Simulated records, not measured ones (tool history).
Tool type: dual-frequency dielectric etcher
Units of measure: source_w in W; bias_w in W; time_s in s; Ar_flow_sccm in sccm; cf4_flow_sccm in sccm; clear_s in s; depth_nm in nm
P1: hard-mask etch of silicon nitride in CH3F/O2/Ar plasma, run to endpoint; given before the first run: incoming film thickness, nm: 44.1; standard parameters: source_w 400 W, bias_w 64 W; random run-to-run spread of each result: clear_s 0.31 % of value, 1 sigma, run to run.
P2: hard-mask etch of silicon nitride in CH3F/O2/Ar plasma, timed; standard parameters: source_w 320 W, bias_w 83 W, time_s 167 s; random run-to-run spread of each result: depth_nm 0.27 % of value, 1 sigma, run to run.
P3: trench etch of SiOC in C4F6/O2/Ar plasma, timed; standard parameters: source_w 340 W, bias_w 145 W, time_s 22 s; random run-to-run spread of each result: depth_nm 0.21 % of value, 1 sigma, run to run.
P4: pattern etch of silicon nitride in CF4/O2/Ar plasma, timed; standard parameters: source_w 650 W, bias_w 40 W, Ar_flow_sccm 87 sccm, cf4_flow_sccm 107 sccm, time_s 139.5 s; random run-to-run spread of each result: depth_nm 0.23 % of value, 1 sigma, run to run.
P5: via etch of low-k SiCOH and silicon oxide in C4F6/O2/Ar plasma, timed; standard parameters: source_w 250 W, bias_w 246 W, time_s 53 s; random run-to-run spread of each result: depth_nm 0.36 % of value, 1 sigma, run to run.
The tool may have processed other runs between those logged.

run   hour  process  source_w  bias_w  time_s  Ar_flow_sccm  cf4_flow_sccm  clear_s  depth_nm
  1    9.9       P1       400      64                                        66.113
  2   18.4       P5       250     168      53                                          101.35
  3   33.7       P1       400      80                                        61.064
  4   45.5       P2       320      83   101.5                                          70.275
  5   61.6       P3       210     145      22                                          33.468
  6   73.7       P5       150     246      53                                          94.689
  7   92.4       P4       650      40   139.5            87            139             316.57
  8  101.2       P3       340     145      32                                          58.914
  9  111.2       P2       320      83     167                                          115.97
 10  122.7       P4       390      40   139.5            87            107             195.49
 11  131.3       P4       650      40   189.5            87            107             417.68
 12  140.6       P1       480      64                                        61.295
 13    153       P1       480      87                                        55.324
 14  165.6       P3       340     145      22                                          40.601
 15  184.4       P1       400      46                                        73.182
 16    203       P1       400      64                                        65.837
 17  217.8       P2       190      83     167                                          95.878
 18  227.7       P2       320      83     167                                          115.58
 19  239.3       P2       320     112     167                                          129.29
 20  249.2       P4       650      40   139.5            87            107             306.76
 21  266.6       P3       340     195      22                                           44.63
 22  276.1       P1       400      64                                        65.875
 23  292.6       P4       650      40   139.5           108            107             298.31
 24  309.9       P5       250     246      53                                           114.4
 25  320.9       P4       650      40   139.5            87            107             307.55
 26    336       P1       300      64                                        73.655
 27  352.2       P5       250     246      53                                          114.24
 28  364.7       P1       400      64                                        65.732
 29  380.6       P1       560      80                                        53.886
 30  396.5       P5       250     246    75.5                                          164.25
 31  405.1       P1       400      64                                         65.86
 32  422.1       P4       650      27   139.5            87            107             270.39
 33  441.1       P1       400      64                                         65.92
 34  459.7       P1       400      64                                        66.248
 35  471.2       P1       400      64                                         66.34
 36  484.8       P1       400      64                                        66.822
     488.9  -- wet clean of the chamber
 37  494.5       P1       400      64                                        66.693
 38  507.1       P1       400      64                                        66.756
 39    516       P1       400      64                                        66.908
 40    526       P1       400      64                                        66.284
 41  534.3       P1       400      64                                        66.956
 42    547       P1       400      64                                        66.824
 43    556       P1       400      64                                        67.079

P1 has crept away from where it was. The log is fitted equally well by each of these 2 causes, at the sizes shown:
A: source power that arrives under what is set, % = 4
B: bias power that arrives under what is set, % = 4.59
The gradual shift began around hour 441.1.
Each remaining cause and why it is not a fit:
chamber walls in a state that lowers the etch rate, %: serviced after onset, at hour 488.9, with no recovery of the prior output

Listed below are the offered check runs, one wafer per run, with question marks in place of results. For which of them would the causes give clearly different outcomes?
check 1   565       P2       320      83     167                                               ?
check 2   565       P5       250     246      53                                               ?
check 3   565       P3       340     145      22                                               ?
check 4   565       P4       650      40   139.5            87            107                  ?

Expected result of each check under each candidate cause:
  check    result    if A    if B
check 1  depth_nm  114.18     114
check 2  depth_nm  113.11  113.02
check 3  depth_nm  39.967  40.037
check 4  depth_nm  296.33  302.38
Per-check spread between the two closest causes, in the result where they differ most: check 1 0.16 %; check 2 0.08 %; check 3 0.18 %; check 4 2.02 %
The causes can be told apart only by check 4. The other checks would give nearly the same results under each of them.

Check 4 has now been run. It gave: depth_nm 295.82 nm. Which of the candidate causes is it?

It is A: source power that arrives under what is set, %.
